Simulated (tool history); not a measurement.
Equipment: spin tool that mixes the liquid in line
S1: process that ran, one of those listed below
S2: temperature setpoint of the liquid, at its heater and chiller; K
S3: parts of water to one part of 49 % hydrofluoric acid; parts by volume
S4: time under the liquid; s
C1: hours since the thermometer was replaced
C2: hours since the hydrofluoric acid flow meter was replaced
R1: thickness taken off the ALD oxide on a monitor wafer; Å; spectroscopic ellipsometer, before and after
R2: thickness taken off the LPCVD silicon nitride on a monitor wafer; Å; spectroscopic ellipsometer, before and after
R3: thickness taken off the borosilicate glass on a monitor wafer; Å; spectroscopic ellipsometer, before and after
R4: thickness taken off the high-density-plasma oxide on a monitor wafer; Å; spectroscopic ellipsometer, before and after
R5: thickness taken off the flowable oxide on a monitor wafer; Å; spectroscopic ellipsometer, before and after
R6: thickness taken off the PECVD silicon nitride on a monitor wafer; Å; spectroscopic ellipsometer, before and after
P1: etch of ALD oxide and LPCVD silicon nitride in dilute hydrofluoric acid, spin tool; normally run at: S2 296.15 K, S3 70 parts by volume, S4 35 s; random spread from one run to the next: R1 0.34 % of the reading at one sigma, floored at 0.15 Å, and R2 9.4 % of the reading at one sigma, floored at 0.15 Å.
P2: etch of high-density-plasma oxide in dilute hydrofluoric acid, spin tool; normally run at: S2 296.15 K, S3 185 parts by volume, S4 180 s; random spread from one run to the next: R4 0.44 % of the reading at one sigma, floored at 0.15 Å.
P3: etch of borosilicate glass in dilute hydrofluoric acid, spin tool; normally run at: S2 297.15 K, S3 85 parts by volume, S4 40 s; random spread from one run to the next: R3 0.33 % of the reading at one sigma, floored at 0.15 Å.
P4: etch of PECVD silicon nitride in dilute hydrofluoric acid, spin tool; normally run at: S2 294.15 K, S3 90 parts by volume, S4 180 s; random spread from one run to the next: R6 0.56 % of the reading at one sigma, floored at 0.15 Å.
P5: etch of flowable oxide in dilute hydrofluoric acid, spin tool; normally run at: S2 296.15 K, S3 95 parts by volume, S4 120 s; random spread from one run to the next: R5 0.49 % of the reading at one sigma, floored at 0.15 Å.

run 1 day=0.267 | S1=P1 S2=296.15 S3=70 S4=35 | C1=755.7 C2=1846.4 | R1=166.780 R2=2.6018
run 2 day=0.458 | S1=P3 S2=297.15 S3=30 S4=40 | C1=760.3 C2=1851.0 | R3=598.290
run 3 day=0.696 | S1=P2 S2=296.15 S3=185 S4=180 | C1=766.0 C2=1856.7 | R4=73.328
run 4 day=0.850 | S1=P1 S2=290.15 S3=70 S4=35 | C1=769.7 C2=1860.4 | R1=129.940 R2=2.0751
run 5 day=1.112 | S1=P5 S2=296.15 S3=95 S4=120 | C1=776.0 C2=1866.7 | R5=551.66
run 6 day=1.300 | S1=P1 S2=296.15 S3=70 S4=60 | C1=780.5 C2=1871.2 | R1=286.610 R2=4.4869
run 7 day=1.492 | S1=P1 S2=296.15 S3=35 S4=35 | C1=785.1 C2=1875.8 | R1=350.180 R2=5.7529
run 8 day=1.738 | S1=P3 S2=297.15 S3=85 S4=15 | C1=791.0 C2=1881.7 | R3=73.721
run 9 day=1.912 | S1=P1 S2=296.15 S3=70 S4=35 | C1=795.2 C2=1885.9 | R1=166.520 R2=2.6447
run 10 day=2.129 | S1=P2 S2=296.15 S3=45 S4=180 | C1=800.4 C2=1891.1 | R4=358.310
run 11 day=2.300 | S1=P4 S2=294.15 S3=90 S4=180 | C1=804.5 C2=1895.2 | R6=58.789
run 12 day=2.429 | S1=P3 S2=301.15 S3=85 S4=40 | C1=807.6 C2=1898.3 | R3=230.280
run 13 day=2.696 | S1=P1 S2=300.15 S3=40 S4=35 | C1=814.0 C2=1904.7 | R1=359.380 R2=5.7176
run 14 day=2.929 | S1=P2 S2=302.15 S3=185 S4=180 | C1=819.6 C2=1910.3 | R4=92.226
run 15 day=3.112 | S1=P1 S2=296.15 S3=115 S4=35 | C1=824.0 C2=1914.7 | R1=96.871 R2=1.4522
run 16 day=3.296 | S1=P5 S2=296.15 S3=160 S4=120 | C1=828.4 C2=1919.1 | R5=303.06
run 17 day=3.433 | S1=P4 S2=294.15 S3=50 S4=180 | C1=831.7 C2=1922.4 | R6=103.940
run 18 day=3.700 | S1=P5 S2=296.15 S3=95 S4=195 | C1=838.1 C2=1928.8 | R5=892.75
run 19 day=3.825 | S1=P1 S2=296.15 S3=70 S4=35 | C1=841.1 C2=1931.8 | R1=167.250 R2=2.2723
run 20 day=3.950 | S1=P1 S2=301.65 S3=70 S4=35 | C1=844.1 C2=1934.8 | R1=208.640 R2=4.1996
run 21 day=4.079 | S1=P4 S2=294.15 S3=90 S4=45 | C1=847.2 C2=1937.9 | R6=14.789
run 22 day=4.225 | S1=P1 S2=296.15 S3=70 S4=35 | C1=850.7 C2=1941.4 | R1=167.180 R2=2.8003
run 23 day=4.388 | S1=P2 S2=296.15 S3=185 S4=180 | C1=854.6 C2=1945.3 | R4=73.953

Run 24 is up next; what results do you expect?
run 24 day=4.508 | S1=P5 S2=290.15 S3=95 S4=120 | C1=857.5 C2=1948.2 | R5=?

{"run 24": {"R5": 431.84}}
